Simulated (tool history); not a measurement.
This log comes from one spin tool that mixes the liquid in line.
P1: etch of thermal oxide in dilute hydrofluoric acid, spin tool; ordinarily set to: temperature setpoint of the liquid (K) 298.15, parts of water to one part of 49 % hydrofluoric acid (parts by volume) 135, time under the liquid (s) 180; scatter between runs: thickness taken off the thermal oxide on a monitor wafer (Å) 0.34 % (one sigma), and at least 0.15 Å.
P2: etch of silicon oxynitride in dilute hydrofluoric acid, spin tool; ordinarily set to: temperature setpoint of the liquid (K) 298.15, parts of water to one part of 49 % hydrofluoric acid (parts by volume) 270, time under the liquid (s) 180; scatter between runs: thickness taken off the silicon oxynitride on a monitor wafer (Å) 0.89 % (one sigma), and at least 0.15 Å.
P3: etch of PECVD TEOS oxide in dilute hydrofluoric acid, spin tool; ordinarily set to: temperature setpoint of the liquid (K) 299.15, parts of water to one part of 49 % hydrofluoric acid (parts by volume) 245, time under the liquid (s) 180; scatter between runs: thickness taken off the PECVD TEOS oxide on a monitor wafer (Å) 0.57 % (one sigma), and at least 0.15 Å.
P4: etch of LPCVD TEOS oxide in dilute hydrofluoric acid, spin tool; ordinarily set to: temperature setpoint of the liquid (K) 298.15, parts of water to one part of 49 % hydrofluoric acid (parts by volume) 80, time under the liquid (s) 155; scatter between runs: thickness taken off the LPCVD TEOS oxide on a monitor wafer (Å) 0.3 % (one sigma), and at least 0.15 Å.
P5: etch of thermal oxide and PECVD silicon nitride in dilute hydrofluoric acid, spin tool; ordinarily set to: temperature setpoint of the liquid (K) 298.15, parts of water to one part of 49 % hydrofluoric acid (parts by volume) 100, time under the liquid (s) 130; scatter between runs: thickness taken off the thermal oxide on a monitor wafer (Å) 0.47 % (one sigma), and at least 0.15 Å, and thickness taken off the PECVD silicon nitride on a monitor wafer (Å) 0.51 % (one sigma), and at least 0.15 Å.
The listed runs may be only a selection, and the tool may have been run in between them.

run,hour,process that ran,temperature setpoint of the liquid (K),parts of water to one part of 49 % hydrofluoric acid (parts by volume),time under the liquid (s),hours since the thermometer was replaced,hours since the hydrofluoric acid flow meter was replaced,thickness taken off the thermal oxide on a monitor wafer (Å),thickness taken off the PECVD TEOS oxide on a monitor wafer (Å),thickness taken off the PECVD silicon nitride on a monitor wafer (Å),thickness taken off the silicon oxynitride on a monitor wafer (Å),thickness taken off the LPCVD TEOS oxide on a monitor wafer (Å)
1,6.2,P1,298.15,135,180,827.9,710.6,63.5120,,,,
2,11.8,P1,298.15,135,330,833.5,716.2,115.1400,,,,
3,17.8,P3,299.15,245,180,839.5,722.2,,98.822,,,
4,23.6,P1,298.15,135,180,845.3,728.0,63.2170,,,,
5,32.5,P5,298.15,100,130,854.2,736.9,66.8960,,79.551,,
6,37.4,P1,298.15,35,180,859.1,741.8,276.8800,,,,
7,44.4,P5,303.65,100,130,866.1,748.8,82.6080,,111.610,,
8,53.2,P3,299.15,75,180,874.9,757.6,,396.880,,,
9,62.5,P1,298.15,135,15,884.2,766.9,5.3587,,,,
10,68.5,P2,298.15,270,180,890.2,772.9,,,,25.978,
11,79.4,P2,298.15,270,100,901.1,783.8,,,,13.836,
12,84.2,P5,298.15,150,130,905.9,788.6,42.3070,,53.167,,
13,90.6,P4,298.15,80,240,912.3,795.0,,,,,625.76
14,100.9,P1,298.15,70,260,922.6,805.3,191.5000,,,,
15,105.6,P3,293.65,245,180,927.3,810.0,,81.143,,,
16,112.0,P3,299.15,245,180,933.7,816.4,,99.014,,,
17,120.5,P1,298.15,135,180,942.2,824.9,62.9520,,,,
18,126.7,P2,294.15,270,180,948.4,831.1,,,,21.780,
19,133.1,P4,290.15,80,155,954.8,837.5,,,,,291.15
20,142.3,P1,298.15,135,180,964.0,846.7,62.8360,,,,
21,149.1,P1,298.15,225,180,970.8,853.5,34.0530,,,,
22,157.4,P1,298.15,135,180,979.1,861.8,62.9910,,,,
23,167.5,P5,298.15,100,260,989.2,871.9,132.4900,,157.960,,
24,173.0,P1,303.15,135,180,994.7,877.4,76.4920,,,,
25,181.7,P1,290.15,135,180,1003.4,886.1,45.9780,,,,
26,188.4,P4,298.15,80,155,1010.1,892.8,,,,,406.26
27,193.5,P4,298.15,110,155,1015.2,897.9,,,,,284.26
28,200.4,P2,298.15,270,180,1022.1,904.8,,,,25.962,
29,206.7,P2,298.15,470,180,1028.4,911.1,,,,13.098,
30,214.8,P3,299.15,245,315,1036.5,919.2,,173.780,,,
31,223.6,P1,303.15,35,180,1045.3,928.0,337.2700,,,,
32,229.9,P1,298.15,135,180,1051.6,934.3,62.8740,,,,
33,237.0,P1,298.15,135,180,1058.7,941.4,64.1330,,,,
34,247.7,P1,298.15,135,180,1069.4,952.1,65.8180,,,,
35,257.2,P1,298.15,135,180,1078.9,961.6,66.5890,,,,
36,267.1,P1,298.15,135,180,1088.8,971.5,66.2730,,,,
37,276.6,P1,298.15,135,180,1098.3,981.0,66.3390,,,,
38,285.6,P1,298.15,135,180,1107.3,990.0,66.6760,,,,
39,293.4,P1,298.15,135,180,1115.1,997.8,66.8060,,,,

Compared with where it was, what P1 gives has crept away. Each cause listed below fits the log as well as the rest, at the size given for it:
A: hydrofluoric acid flow above the setpoint (%) = 4.86
B: liquid hotter than its thermometer reads (K) = 1.45
The drift started at roughly hour 229.9.

Which of the 4 check runs listed below separates the causes, so that each cause would produce a clearly different result? Each run uses one wafer, and its results are marked with question marks.
check 1,301.2,P2,298.15,415,180,,,,,,?,
check 2,301.2,P4,295.15,80,240,,,,,,,?
check 3,301.2,P3,299.15,245,290,,,,?,,,
check 4,301.2,P5,298.15,145,230,,,?,,?,,

Predicted outcomes, by check and by cause:
check,result,if A,if B
check 1,thickness taken off the silicon oxynitride on a monitor wafer (Å),16.227,16.183
check 2,thickness taken off the LPCVD TEOS oxide on a monitor wafer (Å),584.54,588.63
check 3,thickness taken off the PECVD TEOS oxide on a monitor wafer (Å),169.860,168.290
check 4,thickness taken off the thermal oxide on a monitor wafer (Å),81.4000,81.3400
check 4,thickness taken off the PECVD silicon nitride on a monitor wafer (Å),101.370,106.060
Per check, the gap between the least separated pair of causes, taken in the result that splits them most: check 1 0.27 %; check 2 0.7 %; check 3 0.93 %; check 4 4.52 %
Check 4 distinguishes between the causes, while the remaining checks would return nearly the same result for all of them.

After running check 4, the following was obtained: thickness taken off the thermal oxide on a monitor wafer (Å) 81.3550; thickness taken off the PECVD silicon nitride on a monitor wafer (Å) 100.260. Which cause does this point to?

Of the candidate causes, it is A: hydrofluoric acid flow above the setpoint (%).
